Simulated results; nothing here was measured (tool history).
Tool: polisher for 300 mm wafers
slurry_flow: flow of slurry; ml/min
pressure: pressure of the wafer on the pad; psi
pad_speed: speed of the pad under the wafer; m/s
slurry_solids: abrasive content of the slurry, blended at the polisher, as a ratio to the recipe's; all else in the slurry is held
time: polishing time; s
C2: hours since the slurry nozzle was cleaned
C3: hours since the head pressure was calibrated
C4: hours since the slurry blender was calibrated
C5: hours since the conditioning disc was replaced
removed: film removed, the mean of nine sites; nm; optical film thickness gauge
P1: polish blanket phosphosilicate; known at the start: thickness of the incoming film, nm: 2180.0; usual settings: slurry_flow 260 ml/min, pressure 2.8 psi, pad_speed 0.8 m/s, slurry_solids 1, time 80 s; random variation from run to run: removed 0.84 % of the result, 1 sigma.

Run 1, day 0.521: slurry_flow 260 ml/min, pressure 2.8 psi, pad_speed 0.8 m/s, slurry_solids 1, time 80 s; wafers polished on this pad 376; C2 122.6; C3 202.6; C4 72.5; C5 305.9. Result: removed 641.1 nm.
Run 2, day 0.783: slurry_flow 260 ml/min, pressure 1.7 psi, pad_speed 0.8 m/s, slurry_solids 1, time 51 s; wafers polished on this pad 414; C2 128.9; C3 208.9; C4 78.8; C5 312.2. Result: removed 253.08 nm.
Run 3, day 1.329: slurry_flow 260 ml/min, pressure 2.8 psi, pad_speed 0.8 m/s, slurry_solids 1, time 80 s; wafers polished on this pad 494; C2 142; C3 222; C4 91.9; C5 325.3. Result: removed 641 nm.
At day 1.796: slurry blender recalibrated.
Run 4, day 1.854: slurry_flow 260 ml/min, pressure 2.8 psi, pad_speed 0.38 m/s, slurry_solids 1, time 80 s; wafers polished on this pad 570; C2 154.6; C3 234.6; C4 1.5; C5 337.9. Result: removed 354.01 nm.
Run 5, day 2.288: slurry_flow 410 ml/min, pressure 2.8 psi, pad_speed 0.8 m/s, slurry_solids 1, time 80 s; wafers polished on this pad 633; C2 165; C3 245; C4 11.9; C5 348.3. Result: removed 676.76 nm.
Run 6, day 2.529: slurry_flow 260 ml/min, pressure 2.8 psi, pad_speed 0.8 m/s, slurry_solids 1, time 44 s; wafers polished on this pad 669; C2 170.8; C3 250.8; C4 17.7; C5 354.1. Result: removed 354.9 nm.
Run 7, day 2.988: slurry_flow 260 ml/min, pressure 2.8 psi, pad_speed 0.8 m/s, slurry_solids 0.6, time 80 s; wafers polished on this pad 735; C2 181.8; C3 261.8; C4 28.7; C5 365.1. Result: removed 492.67 nm.
Run 8, day 3.45: slurry_flow 260 ml/min, pressure 3.7 psi, pad_speed 0.8 m/s, slurry_solids 1, time 80 s; wafers polished on this pad 803; C2 192.9; C3 272.9; C4 39.8; C5 376.2. Result: removed 851.17 nm.
Run 9, day 3.696: slurry_flow 260 ml/min, pressure 2.8 psi, pad_speed 0.8 m/s, slurry_solids 1.3, time 80 s; wafers polished on this pad 839; C2 198.8; C3 278.8; C4 45.7; C5 382.1. Result: removed 728.84 nm.
Run 10, day 4.025: slurry_flow 260 ml/min, pressure 2.8 psi, pad_speed 0.8 m/s, slurry_solids 1, time 80 s; wafers polished on this pad 887; C2 206.7; C3 286.7; C4 53.6; C5 390. Result: removed 642.41 nm.
Run 11, day 4.346: slurry_flow 260 ml/min, pressure 2.8 psi, pad_speed 0.8 m/s, slurry_solids 1, time 115 s; wafers polished on this pad 934; C2 214.4; C3 294.4; C4 61.3; C5 397.7. Result: removed 930.29 nm.
Run 12, day 4.683: slurry_flow 260 ml/min, pressure 2.8 psi, pad_speed 0.8 m/s, slurry_solids 1, time 80 s; wafers polished on this pad 983; C2 222.5; C3 302.5; C4 69.4; C5 405.8. Result: removed 642.62 nm.
Run 13, day 4.979: slurry_flow 260 ml/min, pressure 2.8 psi, pad_speed 0.8 m/s, slurry_solids 1, time 80 s; wafers polished on this pad 1026; C2 229.6; C3 309.6; C4 76.5; C5 412.9. Result: removed 649.29 nm.
Run 14, day 5.292: slurry_flow 260 ml/min, pressure 1.5 psi, pad_speed 0.8 m/s, slurry_solids 1, time 80 s; wafers polished on this pad 1072; C2 237.1; C3 317.1; C4 84; C5 420.4. Result: removed 347.3 nm.
Run 15, day 5.683: slurry_flow 165 ml/min, pressure 2.8 psi, pad_speed 0.8 m/s, slurry_solids 1, time 80 s; wafers polished on this pad 1129; C2 246.5; C3 326.5; C4 93.4; C5 429.8. Result: removed 605.13 nm.
Run 16, day 6.062: slurry_flow 260 ml/min, pressure 2.8 psi, pad_speed 1.08 m/s, slurry_solids 1, time 80 s; wafers polished on this pad 1184; C2 255.6; C3 335.6; C4 102.5; C5 438.9. Result: removed 826.9 nm.
Run 17, day 6.433: slurry_flow 260 ml/min, pressure 2.8 psi, pad_speed 0.8 m/s, slurry_solids 1, time 80 s; wafers polished on this pad 1238; C2 264.5; C3 344.5; C4 111.4; C5 447.8. Result: removed 651.36 nm.
Run 18, day 6.804: slurry_flow 260 ml/min, pressure 2.8 psi, pad_speed 0.8 m/s, slurry_solids 1, time 80 s; wafers polished on this pad 1292; C2 273.4; C3 353.4; C4 120.3; C5 456.7. Result: removed 640.36 nm.
Run 19, day 7.054: slurry_flow 260 ml/min, pressure 2.8 psi, pad_speed 0.8 m/s, slurry_solids 1, time 80 s; wafers polished on this pad 1329; C2 279.4; C3 359.4; C4 126.3; C5 462.7. Result: removed 625.58 nm.
Run 20, day 7.333: slurry_flow 260 ml/min, pressure 2.8 psi, pad_speed 0.8 m/s, slurry_solids 1, time 80 s; wafers polished on this pad 1370; C2 286.1; C3 366.1; C4 133; C5 469.4. Result: removed 613.09 nm.
Run 21, day 7.879: slurry_flow 260 ml/min, pressure 2.8 psi, pad_speed 0.8 m/s, slurry_solids 1, time 80 s; wafers polished on this pad 1449; C2 299.2; C3 379.2; C4 146.1; C5 482.5. Result: removed 600.62 nm.
At day 8.283: conditioning disc replaced and pad reconditioned.
Run 22, day 8.408: slurry_flow 260 ml/min, pressure 2.8 psi, pad_speed 0.8 m/s, slurry_solids 1, time 80 s; wafers polished on this pad 1526; C2 311.9; C3 391.9; C4 158.8; C5 3. Result: removed 590.14 nm.
Run 23, day 8.854: slurry_flow 260 ml/min, pressure 2.8 psi, pad_speed 0.8 m/s, slurry_solids 1, time 80 s; wafers polished on this pad 1591; C2 322.6; C3 402.6; C4 169.5; C5 13.7. Result: removed 589.54 nm.
At day 9.225: slurry nozzle cleaned.
At day 9.258: head pressure recalibrated.
Run 24, day 9.375: slurry_flow 260 ml/min, pressure 2.8 psi, pad_speed 0.8 m/s, slurry_solids 1, time 80 s; wafers polished on this pad 1667; C2 3.7; C3 2.9; C4 182; C5 26.2. Result: removed 589.23 nm.
Run 25, day 9.771: slurry_flow 260 ml/min, pressure 2.8 psi, pad_speed 0.8 m/s, slurry_solids 1, time 80 s; wafers polished on this pad 1725; C2 13.2; C3 12.4; C4 191.5; C5 35.7. Result: removed 584.4 nm.
Run 26, day 10.188: slurry_flow 260 ml/min, pressure 2.8 psi, pad_speed 0.8 m/s, slurry_solids 1, time 80 s; wafers polished on this pad 1786; C2 23.2; C3 22.4; C4 201.5; C5 45.7. Result: removed 577.74 nm.

What P1 gives has crept away from where it was. These 2 causes fit the log equally well, each at the size given:
A: removal rate lost through wear of the pad, % = 9.94
B: abrasive missing from the slurry, % = 19.5
The creep began at about day 6.804.
Why every other cause is out:
slurry flow missing at the pad, %: serviced at day 9.225, which brought nothing back
head's pressure below its setpoint, %: serviced at day 9.258, which brought nothing back
time polished since the conditioner stopped cutting, s: serviced at day 8.283, which brought nothing back

4 check runs are offered, each on 5 wafers whose results are averaged, their results left as question marks. Which one tells the causes apart?
Run check 1, day 10.604: slurry_flow 260 ml/min, pressure 2.8 psi, pad_speed 0.8 m/s, slurry_solids 0.6, time 80 s. Result: removed ?.
Run check 2, day 10.604: slurry_flow 395 ml/min, pressure 2.8 psi, pad_speed 0.8 m/s, slurry_solids 1, time 80 s. Result: removed ?.
Run check 3, day 10.604: slurry_flow 210 ml/min, pressure 2.8 psi, pad_speed 0.8 m/s, slurry_solids 1, time 80 s. Result: removed ?.
Run check 4, day 10.604: slurry_flow 260 ml/min, pressure 2.8 psi, pad_speed 0.4 m/s, slurry_solids 1, time 80 s. Result: removed ?.

What each check would give under each cause:
  check   result    if A    if B
check 1  removed  447.33  435.38
check 2  removed  603.97  604.11
check 3  removed   568.8  568.94
check 4  removed  334.78  334.86
How far apart the two closest causes lie, in the result that separates them most: check 1 2.71 %; check 2 0.02 %; check 3 0.02 %; check 4 0.02 %
Check 1 tells the causes apart: in the others they would give nearly the same result.

Then check 1 was run and gave: removed 446.29 nm. Which cause is it?

It is A: removal rate lost through wear of the pad, %.
